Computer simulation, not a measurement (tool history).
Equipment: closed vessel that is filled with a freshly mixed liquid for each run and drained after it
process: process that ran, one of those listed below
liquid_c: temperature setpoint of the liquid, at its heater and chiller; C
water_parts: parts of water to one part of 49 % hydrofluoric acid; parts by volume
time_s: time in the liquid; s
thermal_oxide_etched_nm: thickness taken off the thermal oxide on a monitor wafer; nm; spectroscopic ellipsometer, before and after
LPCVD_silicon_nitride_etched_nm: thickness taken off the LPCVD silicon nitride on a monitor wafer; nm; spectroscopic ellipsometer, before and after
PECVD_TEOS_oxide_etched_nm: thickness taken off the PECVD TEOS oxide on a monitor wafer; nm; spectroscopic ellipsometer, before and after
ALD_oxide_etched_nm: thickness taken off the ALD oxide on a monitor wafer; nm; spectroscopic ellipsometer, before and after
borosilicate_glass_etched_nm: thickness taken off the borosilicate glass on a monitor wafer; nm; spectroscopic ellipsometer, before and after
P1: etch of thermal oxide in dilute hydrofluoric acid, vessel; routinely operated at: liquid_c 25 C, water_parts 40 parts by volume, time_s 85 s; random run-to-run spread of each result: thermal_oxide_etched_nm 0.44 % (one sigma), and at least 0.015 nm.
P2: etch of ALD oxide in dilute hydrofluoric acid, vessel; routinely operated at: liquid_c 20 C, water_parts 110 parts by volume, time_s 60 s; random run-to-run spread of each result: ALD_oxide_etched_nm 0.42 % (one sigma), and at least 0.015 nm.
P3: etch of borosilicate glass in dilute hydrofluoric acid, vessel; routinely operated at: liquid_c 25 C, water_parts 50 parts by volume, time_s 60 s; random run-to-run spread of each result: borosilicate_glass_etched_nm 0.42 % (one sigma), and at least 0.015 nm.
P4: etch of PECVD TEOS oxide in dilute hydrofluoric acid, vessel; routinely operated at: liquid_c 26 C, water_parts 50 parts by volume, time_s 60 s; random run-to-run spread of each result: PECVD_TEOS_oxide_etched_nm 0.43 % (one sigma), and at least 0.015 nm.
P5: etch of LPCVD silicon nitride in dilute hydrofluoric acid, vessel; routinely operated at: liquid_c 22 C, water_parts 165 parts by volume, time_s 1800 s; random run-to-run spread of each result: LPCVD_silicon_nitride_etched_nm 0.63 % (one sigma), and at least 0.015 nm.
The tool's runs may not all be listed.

| run | hour | process | liquid_c | water_parts | time_s | thermal_oxide_etched_nm | LPCVD_silicon_nitride_etched_nm | PECVD_TEOS_oxide_etched_nm | ALD_oxide_etched_nm | borosilicate_glass_etched_nm |
|---|---|---|---|---|---|---|---|---|---|---|
| 1 | 9.9 | P1 | 25 | 40 | 85 | 11.212 |  |  |  |  |
| 2 | 19.8 | P5 | 17 | 165 | 1800 |  | 3.469 |  |  |  |
| 3 | 28.5 | P4 | 31.5 | 50 | 60 |  |  | 31.248 |  |  |
| 4 | 34.9 | P1 | 25 | 40 | 85 | 11.236 |  |  |  |  |
| 5 | 44.1 | P1 | 25 | 40 | 85 | 11.179 |  |  |  |  |
| 6 | 53.1 | P1 | 25 | 40 | 85 | 11.177 |  |  |  |  |
| 7 | 61.3 | P1 | 25 | 40 | 155 | 20.309 |  |  |  |  |
| 8 | 70.5 | P4 | 26 | 50 | 60 |  |  | 25.135 |  |  |
| 9 | 80.1 | P2 | 20 | 110 | 30 |  |  |  | 3.2306 |  |
| 10 | 84.9 | P1 | 25 | 20 | 85 | 22.938 |  |  |  |  |
| 11 | 92 | P1 | 25 | 40 | 30 | 3.9321 |  |  |  |  |
| 12 | 97.2 | P2 | 20 | 110 | 60 |  |  |  | 6.4939 |  |
| 13 | 105.7 | P1 | 31.5 | 40 | 85 | 14.434 |  |  |  |  |
| 14 | 114.3 | P5 | 22 | 165 | 1020 |  | 2.7128 |  |  |  |
| 15 | 122.2 | P4 | 26 | 50 | 95 |  |  | 39.836 |  |  |
| 16 | 132.4 | P3 | 32.5 | 50 | 60 |  |  |  |  | 65.676 |
| 17 | 138.1 | P3 | 25 | 50 | 30 |  |  |  |  | 24.723 |
| 18 | 147.6 | P4 | 26 | 50 | 60 |  |  | 25.041 |  |  |
| 19 | 157.8 | P5 | 22 | 290 | 1800 |  | 2.7353 |  |  |  |
| 20 | 165.3 | P2 | 20 | 185 | 60 |  |  |  | 3.5122 |  |
| 21 | 171.2 | P5 | 22 | 165 | 1800 |  | 4.7984 |  |  |  |
| 22 | 179.5 | P1 | 19 | 70 | 85 | 4.7602 |  |  |  |  |
| 23 | 189 | P1 | 19 | 20 | 85 | 17.724 |  |  |  |  |
| 24 | 196.5 | P2 | 17 | 110 | 60 |  |  |  | 5.7016 |  |
| 25 | 203.1 | P1 | 19 | 40 | 85 | 8.6211 |  |  |  |  |
| 26 | 210.5 | P3 | 25 | 25 | 60 |  |  |  |  | 101.76 |
| 27 | 217.2 | P3 | 25 | 50 | 60 |  |  |  |  | 48.895 |
| 28 | 226.5 | P4 | 26 | 20 | 60 |  |  | 65.874 |  |  |
| 29 | 232.4 | P1 | 25 | 65 | 85 | 6.6002 |  |  |  |  |
| 30 | 238.9 | P5 | 22 | 165 | 1800 |  | 4.7834 |  |  |  |
| 31 | 244.3 | P1 | 25 | 40 | 85 | 11.112 |  |  |  |  |
| 32 | 251.9 | P1 | 25 | 40 | 85 | 11.177 |  |  |  |  |
| 33 | 258 | P1 | 25 | 40 | 85 | 11.331 |  |  |  |  |
| 34 | 263.6 | P1 | 25 | 40 | 85 | 11.5 |  |  |  |  |
| 35 | 273.9 | P1 | 25 | 40 | 85 | 11.822 |  |  |  |  |
| 36 | 282.4 | P1 | 25 | 40 | 85 | 11.861 |  |  |  |  |
| 37 | 290.6 | P1 | 25 | 40 | 85 | 12.006 |  |  |  |  |
| 38 | 297 | P1 | 25 | 40 | 85 | 11.978 |  |  |  |  |
| 39 | 303.8 | P1 | 25 | 40 | 85 | 12.103 |  |  |  |  |

Run 40 is up next; what results do you expect?
| 40 | 314.2 | P1 | 25 | 40 | 85 | ? |  |  |  |  |

thermal_oxide_etched_nm: 12.118 nm
